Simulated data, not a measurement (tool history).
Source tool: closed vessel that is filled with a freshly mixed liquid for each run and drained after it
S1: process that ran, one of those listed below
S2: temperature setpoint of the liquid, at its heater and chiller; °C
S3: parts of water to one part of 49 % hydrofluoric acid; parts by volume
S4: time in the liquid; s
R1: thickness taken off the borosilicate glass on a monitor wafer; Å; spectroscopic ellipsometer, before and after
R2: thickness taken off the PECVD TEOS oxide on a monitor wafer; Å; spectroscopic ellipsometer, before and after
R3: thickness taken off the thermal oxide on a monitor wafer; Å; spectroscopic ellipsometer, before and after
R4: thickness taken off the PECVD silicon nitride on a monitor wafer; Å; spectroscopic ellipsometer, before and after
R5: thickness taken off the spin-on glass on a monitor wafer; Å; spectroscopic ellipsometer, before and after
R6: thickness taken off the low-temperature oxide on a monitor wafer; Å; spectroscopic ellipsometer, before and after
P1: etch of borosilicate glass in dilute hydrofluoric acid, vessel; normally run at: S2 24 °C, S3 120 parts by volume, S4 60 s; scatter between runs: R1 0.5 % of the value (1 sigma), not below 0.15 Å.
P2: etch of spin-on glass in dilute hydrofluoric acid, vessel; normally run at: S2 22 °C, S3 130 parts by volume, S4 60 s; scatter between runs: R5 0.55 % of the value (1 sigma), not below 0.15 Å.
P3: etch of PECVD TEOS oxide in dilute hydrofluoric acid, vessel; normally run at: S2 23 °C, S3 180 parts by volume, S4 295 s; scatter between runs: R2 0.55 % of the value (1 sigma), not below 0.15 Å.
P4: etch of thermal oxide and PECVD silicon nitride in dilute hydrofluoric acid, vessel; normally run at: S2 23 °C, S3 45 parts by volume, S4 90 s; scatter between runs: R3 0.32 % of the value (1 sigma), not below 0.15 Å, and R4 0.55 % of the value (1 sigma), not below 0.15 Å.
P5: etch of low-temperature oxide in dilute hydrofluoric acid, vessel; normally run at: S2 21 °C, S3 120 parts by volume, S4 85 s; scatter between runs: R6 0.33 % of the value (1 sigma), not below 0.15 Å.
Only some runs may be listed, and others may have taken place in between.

| run | hour | S1 | S2 | S3 | S4 | R1 | R2 | R3 | R4 | R5 | R6 |
|---|---|---|---|---|---|---|---|---|---|---|---|
| 1 | 8 | P1 | 24 | 120 | 60 | 141.28 |  |  |  |  |  |
| 2 | 18.5 | P1 | 24 | 55 | 60 | 335.67 |  |  |  |  |  |
| 3 | 34.2 | P1 | 24 | 120 | 115 | 271.52 |  |  |  |  |  |
| 4 | 41.9 | P3 | 23 | 60 | 295 |  | 783.2 |  |  |  |  |
| 5 | 55.7 | P1 | 19 | 175 | 60 | 75.177 |  |  |  |  |  |
| 6 | 68.8 | P4 | 23 | 45 | 90 |  |  | 100.57 | 70.447 |  |  |
| 7 | 83.7 | P2 | 22 | 130 | 60 |  |  |  |  | 92.159 |  |
| 8 | 93.3 | P3 | 23 | 180 | 295 |  | 226.21 |  |  |  |  |
| 9 | 101.5 | P1 | 29.5 | 120 | 60 | 175.51 |  |  |  |  |  |
| 10 | 111.7 | P3 | 23 | 180 | 295 |  | 226.37 |  |  |  |  |
| 11 | 122 | P5 | 21 | 120 | 45 |  |  |  |  |  | 64.888 |
| 12 | 137.8 | P3 | 17 | 180 | 295 |  | 178.9 |  |  |  |  |
| 13 | 148.6 | P1 | 17 | 190 | 60 | 62.102 |  |  |  |  |  |
| 14 | 161.6 | P1 | 24 | 205 | 30 | 37.323 |  |  |  |  |  |
| 15 | 174.4 | P2 | 22 | 180 | 60 |  |  |  |  | 63.199 |  |
| 16 | 189.1 | P4 | 31 | 45 | 90 |  |  | 138.47 | 118.58 |  |  |
| 17 | 196.7 | P1 | 24 | 120 | 60 | 141.8 |  |  |  |  |  |
| 18 | 207 | P4 | 23 | 45 | 90 |  |  | 100.4 | 70.679 |  |  |
| 19 | 215.7 | P2 | 22 | 130 | 60 |  |  |  |  | 92.209 |  |
| 20 | 223.4 | P1 | 24 | 120 | 30 | 71.243 |  |  |  |  |  |
| 21 | 232.6 | P1 | 24 | 120 | 60 | 142.69 |  |  |  |  |  |

For run 22, what comes out?
| 22 | 243.3 | P4 | 23 | 45 | 160 |  |  | ? | ? |  |  |

For run 22 the tool returned R3 178.6 Å, R4 124.83 Å.
